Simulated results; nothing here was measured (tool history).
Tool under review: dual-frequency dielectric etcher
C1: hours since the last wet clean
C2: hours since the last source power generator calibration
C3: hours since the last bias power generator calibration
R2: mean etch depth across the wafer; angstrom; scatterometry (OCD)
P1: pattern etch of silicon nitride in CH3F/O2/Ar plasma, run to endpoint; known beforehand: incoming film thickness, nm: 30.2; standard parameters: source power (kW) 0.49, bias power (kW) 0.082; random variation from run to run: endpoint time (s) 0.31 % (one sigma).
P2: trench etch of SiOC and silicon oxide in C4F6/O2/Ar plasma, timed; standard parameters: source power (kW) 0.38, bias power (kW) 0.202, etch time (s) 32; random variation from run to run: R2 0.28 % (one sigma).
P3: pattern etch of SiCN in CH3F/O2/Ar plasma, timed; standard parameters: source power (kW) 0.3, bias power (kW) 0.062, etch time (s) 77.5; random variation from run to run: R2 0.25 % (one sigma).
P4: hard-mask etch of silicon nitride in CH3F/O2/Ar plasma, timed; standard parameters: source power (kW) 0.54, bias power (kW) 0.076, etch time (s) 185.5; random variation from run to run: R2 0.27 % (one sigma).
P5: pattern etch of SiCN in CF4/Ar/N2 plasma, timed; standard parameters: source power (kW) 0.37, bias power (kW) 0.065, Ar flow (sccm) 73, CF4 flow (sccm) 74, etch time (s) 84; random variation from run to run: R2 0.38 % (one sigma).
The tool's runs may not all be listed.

Run 1, hour 11: process that ran P1, source power (kW) 0.49, bias power (kW) 0.082; C1 57.3; C2 3308.3; C3 2105.7. Result: endpoint time (s) 38.588.
Run 2, hour 24.3: process that ran P2, source power (kW) 0.51, bias power (kW) 0.202, etch time (s) 32; C1 70.6; C2 3321.6; C3 2119. Result: R2 714.62 angstrom.
Run 3, hour 35.6: process that ran P5, source power (kW) 0.37, bias power (kW) 0.065, etch time (s) 84, Ar flow (sccm) 73, CF4 flow (sccm) 74; C1 81.9; C2 3332.9; C3 2130.3. Result: R2 635.69 angstrom.
Run 4, hour 45.8: process that ran P3, source power (kW) 0.36, bias power (kW) 0.062, etch time (s) 77.5; C1 92.1; C2 3343.1; C3 2140.5. Result: R2 259.71 angstrom.
Run 5, hour 58.7: process that ran P5, source power (kW) 0.37, bias power (kW) 0.082, etch time (s) 84, Ar flow (sccm) 73, CF4 flow (sccm) 74; C1 105; C2 3356; C3 2153.4. Result: R2 689.66 angstrom.
Run 6, hour 71.1: process that ran P1, source power (kW) 0.62, bias power (kW) 0.106; C1 117.4; C2 3368.4; C3 2165.8. Result: endpoint time (s) 32.324.
Run 7, hour 84.7: process that ran P4, source power (kW) 0.54, bias power (kW) 0.076, etch time (s) 185.5; C1 131; C2 3382; C3 2179.4. Result: R2 1537.8 angstrom.
Run 8, hour 97.7: process that ran P4, source power (kW) 0.54, bias power (kW) 0.051, etch time (s) 185.5; C1 144; C2 3395; C3 2192.4. Result: R2 1346.4 angstrom.
Run 9, hour 110.6: process that ran P1, source power (kW) 0.49, bias power (kW) 0.063; C1 156.9; C2 3407.9; C3 2205.3. Result: endpoint time (s) 41.975.
Run 10, hour 127.5: process that ran P1, source power (kW) 0.49, bias power (kW) 0.082; C1 173.8; C2 3424.8; C3 2222.2. Result: endpoint time (s) 38.447.
Run 11, hour 142.2: process that ran P5, source power (kW) 0.37, bias power (kW) 0.065, etch time (s) 63, Ar flow (sccm) 73, CF4 flow (sccm) 74; C1 188.5; C2 3439.5; C3 2236.9. Result: R2 475.87 angstrom.
Run 12, hour 159.1: process that ran P3, source power (kW) 0.3, bias power (kW) 0.05, etch time (s) 77.5; C1 205.4; C2 3456.4; C3 2253.8. Result: R2 224.95 angstrom.
Run 13, hour 169.8: process that ran P4, source power (kW) 0.54, bias power (kW) 0.076, etch time (s) 142.5; C1 216.1; C2 3467.1; C3 2264.5. Result: R2 1179.2 angstrom.
Run 14, hour 177.4: process that ran P1, source power (kW) 0.36, bias power (kW) 0.082; C1 223.7; C2 3474.7; C3 2272.1. Result: endpoint time (s) 43.36.
Run 15, hour 190.9: process that ran P5, source power (kW) 0.37, bias power (kW) 0.065, etch time (s) 84, Ar flow (sccm) 73, CF4 flow (sccm) 44; C1 237.2; C2 3488.2; C3 2285.6. Result: R2 591 angstrom.
Run 16, hour 200: process that ran P1, source power (kW) 0.49, bias power (kW) 0.082; C1 246.3; C2 3497.3; C3 2294.7. Result: endpoint time (s) 38.782.
Run 17, hour 209.6: process that ran P5, source power (kW) 0.37, bias power (kW) 0.065, etch time (s) 84, Ar flow (sccm) 100, CF4 flow (sccm) 74; C1 255.9; C2 3506.9; C3 2304.3. Result: R2 611.21 angstrom.
Run 18, hour 220.4: process that ran P4, source power (kW) 0.4, bias power (kW) 0.076, etch time (s) 185.5; C1 266.7; C2 3517.7; C3 2315.1. Result: R2 1375.7 angstrom.
Run 19, hour 229.5: process that ran P5, source power (kW) 0.24, bias power (kW) 0.065, etch time (s) 84, Ar flow (sccm) 73, CF4 flow (sccm) 74; C1 275.8; C2 3526.8; C3 2324.2. Result: R2 434.12 angstrom.
Run 20, hour 242.5: process that ran P1, source power (kW) 0.49, bias power (kW) 0.114; C1 288.8; C2 3539.8; C3 2337.2. Result: endpoint time (s) 34.273.
Run 21, hour 256.2: process that ran P2, source power (kW) 0.38, bias power (kW) 0.202, etch time (s) 32; C1 302.5; C2 3553.5; C3 2350.9. Result: R2 641.41 angstrom.
Run 22, hour 270.7: process that ran P2, source power (kW) 0.38, bias power (kW) 0.202, etch time (s) 32; C1 317; C2 3568; C3 2365.4. Result: R2 636.65 angstrom.
Run 23, hour 280.8: process that ran P4, source power (kW) 0.54, bias power (kW) 0.076, etch time (s) 185.5; C1 327.1; C2 3578.1; C3 2375.5. Result: R2 1533.5 angstrom.
Run 24, hour 297.2: process that ran P1, source power (kW) 0.49, bias power (kW) 0.082; C1 343.5; C2 3594.5; C3 2391.9. Result: endpoint time (s) 38.859.
Run 25, hour 314.3: process that ran P5, source power (kW) 0.37, bias power (kW) 0.065, etch time (s) 84, Ar flow (sccm) 73, CF4 flow (sccm) 74; C1 360.6; C2 3611.6; C3 2409. Result: R2 639.41 angstrom.
Run 26, hour 328.9: process that ran P3, source power (kW) 0.3, bias power (kW) 0.062, etch time (s) 111.5; C1 375.2; C2 3626.2; C3 2423.6. Result: R2 348.22 angstrom.
Run 27, hour 342.5: process that ran P1, source power (kW) 0.67, bias power (kW) 0.082; C1 388.8; C2 3639.8; C3 2437.2. Result: endpoint time (s) 34.293.
Run 28, hour 353.2: process that ran P2, source power (kW) 0.38, bias power (kW) 0.268, etch time (s) 32; C1 399.5; C2 3650.5; C3 2447.9. Result: R2 701.7 angstrom.
Run 29, hour 367.2: process that ran P1, source power (kW) 0.49, bias power (kW) 0.082; C1 413.5; C2 3664.5; C3 2461.9. Result: endpoint time (s) 38.606.
Run 30, hour 378.7: process that ran P2, source power (kW) 0.38, bias power (kW) 0.202, etch time (s) 23; C1 425; C2 3676; C3 2473.4. Result: R2 459.72 angstrom.
Run 31, hour 391.4: process that ran P3, source power (kW) 0.3, bias power (kW) 0.062, etch time (s) 77.5; C1 437.7; C2 3688.7; C3 2486.1. Result: R2 242.8 angstrom.
Run 32, hour 405.7: process that ran P1, source power (kW) 0.49, bias power (kW) 0.082; C1 452; C2 3703; C3 2500.4. Result: endpoint time (s) 38.533.
Run 33, hour 420.8: process that ran P1, source power (kW) 0.49, bias power (kW) 0.082; C1 467.1; C2 3718.1; C3 2515.5. Result: endpoint time (s) 38.601.
Run 34, hour 437.4: process that ran P1, source power (kW) 0.49, bias power (kW) 0.082; C1 483.7; C2 3734.7; C3 2532.1. Result: endpoint time (s) 39.058.
Run 35, hour 450.2: process that ran P1, source power (kW) 0.49, bias power (kW) 0.082; C1 496.5; C2 3747.5; C3 2544.9. Result: endpoint time (s) 39.025.
Run 36, hour 466.9: process that ran P1, source power (kW) 0.49, bias power (kW) 0.082; C1 513.2; C2 3764.2; C3 2561.6. Result: endpoint time (s) 39.175.
Run 37, hour 479: process that ran P1, source power (kW) 0.49, bias power (kW) 0.082; C1 525.3; C2 3776.3; C3 2573.7. Result: endpoint time (s) 39.117.
Run 38, hour 490.4: process that ran P1, source power (kW) 0.49, bias power (kW) 0.082; C1 536.7; C2 3787.7; C3 2585.1. Result: endpoint time (s) 39.255.
At hour 497.8: wet clean of the chamber.
Run 39, hour 499: process that ran P1, source power (kW) 0.49, bias power (kW) 0.082; C1 1.2; C2 3796.3; C3 2593.7. Result: endpoint time (s) 39.448.
Run 40, hour 510.5: process that ran P1, source power (kW) 0.49, bias power (kW) 0.082; C1 12.7; C2 3807.8; C3 2605.2. Result: endpoint time (s) 39.263.
Run 41, hour 521.4: process that ran P1, source power (kW) 0.49, bias power (kW) 0.082; C1 23.6; C2 3818.7; C3 2616.1. Result: endpoint time (s) 39.308.
Run 42, hour 536: process that ran P1, source power (kW) 0.49, bias power (kW) 0.082; C1 38.2; C2 3833.3; C3 2630.7. Result: endpoint time (s) 39.246.

What P1 gives has crept off from where it sat before. The 2 causes that follow fit the log equally well, each at the size noted:
A: bias power that arrives under what is set, % = 4.41
B: source power that arrives under what is set, % = 4.04
At approximately hour 405.7, the process output began to creep.
Other possible causes, and why each is ruled out:
chamber walls in a state that lowers the etch rate, %: maintenance at hour 497.8, after the shift began, did not return the process to its former output

Which of the 4 check runs listed below, each an average over 2 wafers with its results shown as question marks, gives clearly different results under the different listed causes?
Run check 1, hour 550.6: process that ran P4, source power (kW) 0.54, bias power (kW) 0.076, etch time (s) 185.5. Result: R2 ?.
Run check 2, hour 550.6: process that ran P3, source power (kW) 0.3, bias power (kW) 0.062, etch time (s) 77.5. Result: R2 ?.
Run check 3, hour 550.6: process that ran P2, source power (kW) 0.38, bias power (kW) 0.202, etch time (s) 32. Result: R2 ?.
Run check 4, hour 550.6: process that ran P5, source power (kW) 0.37, bias power (kW) 0.065, etch time (s) 84, Ar flow (sccm) 73, CF4 flow (sccm) 74. Result: R2 ?.

Predicted outcomes, by check and by cause:
  check  result    if A    if B
check 1      R2    1513  1512.3
check 2      R2  238.66   238.7
check 3      R2  630.31  629.49
check 4      R2  628.27  614.69
Gap, in per cent, between the two causes that each check separates least, read from the result that separates them most: check 1 0.05 %; check 2 0.01 %; check 3 0.13 %; check 4 2.18 %
The other checks would show nearly matching results whichever cause is true, so check 4 is the only one that separates the causes.

Check 4 was then run and gave: R2 613.5 angstrom. Which cause is it?

Of the candidate causes, it is B: source power that arrives under what is set, %.

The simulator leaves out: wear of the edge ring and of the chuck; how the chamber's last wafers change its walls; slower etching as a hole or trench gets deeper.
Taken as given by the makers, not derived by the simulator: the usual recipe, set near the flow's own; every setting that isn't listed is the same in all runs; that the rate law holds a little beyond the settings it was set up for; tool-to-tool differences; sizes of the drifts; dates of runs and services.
